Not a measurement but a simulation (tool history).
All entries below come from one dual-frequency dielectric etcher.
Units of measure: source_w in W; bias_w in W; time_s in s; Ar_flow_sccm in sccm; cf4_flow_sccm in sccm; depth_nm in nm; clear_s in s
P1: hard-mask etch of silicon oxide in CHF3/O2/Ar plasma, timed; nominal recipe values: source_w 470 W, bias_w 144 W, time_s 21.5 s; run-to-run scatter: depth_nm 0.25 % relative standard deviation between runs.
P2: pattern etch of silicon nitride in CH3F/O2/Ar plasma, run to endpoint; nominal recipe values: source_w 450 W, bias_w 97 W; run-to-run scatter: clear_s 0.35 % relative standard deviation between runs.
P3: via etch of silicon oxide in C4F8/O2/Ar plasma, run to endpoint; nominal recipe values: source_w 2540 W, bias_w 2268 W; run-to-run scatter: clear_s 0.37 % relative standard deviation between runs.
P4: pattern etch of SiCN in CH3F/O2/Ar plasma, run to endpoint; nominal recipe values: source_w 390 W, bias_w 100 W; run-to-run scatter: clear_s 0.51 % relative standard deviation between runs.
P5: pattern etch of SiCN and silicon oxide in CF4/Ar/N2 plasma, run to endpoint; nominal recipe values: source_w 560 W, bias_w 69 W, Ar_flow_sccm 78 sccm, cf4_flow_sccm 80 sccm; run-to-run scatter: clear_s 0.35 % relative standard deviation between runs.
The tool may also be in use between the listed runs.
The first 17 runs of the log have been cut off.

{"run": 18, "hour": 220.3, "process": "P4", "source_w": 490, "bias_w": 100, "clear_s": 23.753}
{"run": 19, "hour": 235.2, "process": "P4", "source_w": 390, "bias_w": 100, "clear_s": 26.088}
{"run": 20, "hour": 243.9, "process": "P2", "source_w": 450, "bias_w": 97, "clear_s": 44.391}
{"run": 21, "hour": 257.1, "process": "P1", "source_w": 470, "bias_w": 144, "time_s": 21.5, "depth_nm": 36.388}
{"run": 22, "hour": 267.0, "process": "P5", "source_w": 350, "bias_w": 69, "Ar_flow_sccm": 78, "cf4_flow_sccm": 80, "clear_s": 15.459}
{"run": 23, "hour": 277.3, "process": "P3", "source_w": 1520, "bias_w": 2268, "clear_s": 473.9}
{"run": 24, "hour": 291.1, "process": "P5", "source_w": 560, "bias_w": 69, "Ar_flow_sccm": 78, "cf4_flow_sccm": 80, "clear_s": 10.159}
{"run": 25, "hour": 306.4, "process": "P1", "source_w": 470, "bias_w": 89, "time_s": 21.5, "depth_nm": 31.374}
{"run": 26, "hour": 319.9, "process": "P5", "source_w": 560, "bias_w": 69, "Ar_flow_sccm": 93, "cf4_flow_sccm": 80, "clear_s": 10.385}
{"run": 27, "hour": 330.0, "process": "P2", "source_w": 560, "bias_w": 97, "clear_s": 40.927}

Run 28 has not been measured yet. What should we expect?
{"run": 28, "hour": 344.6, "process": "P1", "source_w": 470, "bias_w": 106, "time_s": 12.0, "depth_nm": "?"}

depth_nm: 18.330 nm
